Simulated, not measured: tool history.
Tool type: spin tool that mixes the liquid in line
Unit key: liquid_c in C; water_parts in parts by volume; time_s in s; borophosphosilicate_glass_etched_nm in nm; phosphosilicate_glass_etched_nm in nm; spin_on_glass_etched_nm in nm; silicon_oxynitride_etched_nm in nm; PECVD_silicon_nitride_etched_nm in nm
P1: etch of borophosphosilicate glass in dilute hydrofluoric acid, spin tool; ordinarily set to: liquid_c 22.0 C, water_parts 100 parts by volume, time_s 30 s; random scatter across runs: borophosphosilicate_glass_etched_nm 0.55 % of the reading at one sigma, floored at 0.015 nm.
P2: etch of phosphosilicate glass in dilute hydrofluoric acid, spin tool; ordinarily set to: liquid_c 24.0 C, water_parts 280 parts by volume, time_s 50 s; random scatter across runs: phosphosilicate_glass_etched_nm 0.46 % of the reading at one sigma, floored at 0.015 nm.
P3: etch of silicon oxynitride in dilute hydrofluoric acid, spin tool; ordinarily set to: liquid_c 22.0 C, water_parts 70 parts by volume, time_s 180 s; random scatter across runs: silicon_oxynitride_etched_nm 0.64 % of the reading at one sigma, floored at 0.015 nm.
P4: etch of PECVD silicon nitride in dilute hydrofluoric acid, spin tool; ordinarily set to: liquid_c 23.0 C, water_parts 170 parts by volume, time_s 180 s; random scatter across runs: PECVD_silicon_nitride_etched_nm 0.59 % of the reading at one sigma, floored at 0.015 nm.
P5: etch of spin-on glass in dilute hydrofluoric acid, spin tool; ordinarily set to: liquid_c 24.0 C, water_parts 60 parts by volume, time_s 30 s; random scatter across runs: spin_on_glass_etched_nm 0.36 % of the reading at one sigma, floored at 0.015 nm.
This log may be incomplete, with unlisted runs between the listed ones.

run	hour	process	liquid_c	water_parts	time_s	hours since the thermometer was replaced	hours since the hydrofluoric acid flow meter was replaced	borophosphosilicate_glass_etched_nm	phosphosilicate_glass_etched_nm	spin_on_glass_etched_nm	silicon_oxynitride_etched_nm	PECVD_silicon_nitride_etched_nm
1	6.7	P1	22.0	100	30	358.4	893.4	19.040				
2	16.1	P1	27.0	100	15	367.8	902.8	11.658				
3	25.8	P2	24.0	280	50	377.5	912.5		8.7101			
4	36.7	P5	24.0	60	30	388.4	923.4			14.7500		
5	45.9	P3	22.0	70	180	397.6	932.6				3.3497	
6	56.5	P2	24.0	70	50	408.2	943.2		44.2120			
7	66.0	P1	30.5	100	30	417.7	952.7	26.524				
8	72.7	P1	17.0	100	30	424.4	959.4	15.563				
9	84.5	P3	22.0	70	275	436.2	971.2				5.1509	
10	92.1	P1	22.0	100	30	443.8	978.8	19.264				
11	99.0	P4	23.0	170	180	450.7	985.7					5.6269
12	107.6	P1	22.0	100	30	459.3	994.3	19.256				
13	112.8	P1	22.0	100	60	464.5	999.5	37.877				
14	121.8	P4	23.0	170	180	473.5	1008.5					5.7060
15	130.9	P1	22.0	100	30	482.6	1017.6	19.144				
16	136.2	P2	24.0	280	50	487.9	1022.9		8.7970			
17	147.7	P5	24.0	30	30	499.4	1034.4			30.7460		
18	157.4	P4	23.0	170	295	509.1	1044.1					9.3127
19	166.1	P1	22.0	150	30	517.8	1052.8	12.031				
20	173.0	P3	22.0	110	180	524.7	1059.7				2.0752	
21	182.8	P4	30.5	170	180	534.5	1069.5					9.0281
22	193.2	P5	17.0	60	30	544.9	1079.9			11.0480		
23	202.1	P2	24.0	280	20	553.8	1088.8		3.5004			
24	211.7	P5	24.0	60	15	563.4	1098.4			7.4376		
25	221.5	P3	29.5	70	180	573.2	1108.2				4.8884	
26	229.1	P1	22.0	100	15	580.8	1115.8	9.457				
27	238.3	P2	18.0	280	50	590.0	1125.0		7.0681			
28	248.6	P4	23.0	35	180	600.3	1135.3					26.5290
29	259.3	P1	22.0	40	30	611.0	1146.0	51.400				
30	271.1	P1	22.0	100	30	622.8	1157.8	19.154				
31	279.8	P1	22.0	100	30	631.5	1166.5	19.231				
32	289.2	P1	22.0	100	30	640.9	1175.9	19.549				
33	298.6	P1	22.0	100	30	650.3	1185.3	19.898				
34	306.5	P1	22.0	100	30	658.2	1193.2	20.167				
35	313.8	P1	22.0	100	30	665.5	1200.5	20.253				
36	319.4	P1	22.0	100	30	671.1	1206.1	20.489				
37	325.2	P1	22.0	100	30	676.9	1211.9	20.776				
38	333.7	P1	22.0	100	30	685.4	1220.4	20.761				
39	342.1	P1	22.0	100	30	693.8	1228.8	20.517				
40	352.2	P1	22.0	100	30	703.9	1238.9	20.675				
41	362.8	P1	22.0	100	30	714.5	1249.5	20.706				
42	372.8	P1	22.0	100	30	724.5	1259.5	20.783				

What P1 gives has crept away from where it was. These 2 causes fit the log equally well, each at the size given:
A: hydrofluoric acid flow above the setpoint (%) = 7.34
B: liquid hotter than its thermometer reads (K) = 1.98
Onset of the creep was near hour 279.8.

Listed below are the offered check runs, one wafer per run, with question marks in place of results. For which of them would the causes give clearly different outcomes?
check 1	382.8	P2	18.5	280	25				?			
check 2	382.8	P4	23.0	65	180							?
check 3	382.8	P5	17.0	60	15					?		
check 4	382.8	P3	29.0	70	180						?	

Predicted outcomes, by check and by cause:
check	result	if A	if B
check 1	phosphosilicate_glass_etched_nm	3.9251	3.8694
check 2	PECVD_silicon_nitride_etched_nm	15.6660	16.6880
check 3	spin_on_glass_etched_nm	5.9442	6.0013
check 4	silicon_oxynitride_etched_nm	5.0838	5.1609
Distance between the nearest two causes, measured in the result of the check that separates them most: check 1 1.43 %; check 2 6.32 %; check 3 0.96 %; check 4 1.51 %
Check 2 is the one run that separates the causes; every other check would come out nearly the same whichever cause is at work.

Here is what check 2 returned: PECVD_silicon_nitride_etched_nm 15.6630 nm. Which cause is it?

It was cause A: hydrofluoric acid flow above the setpoint (%).
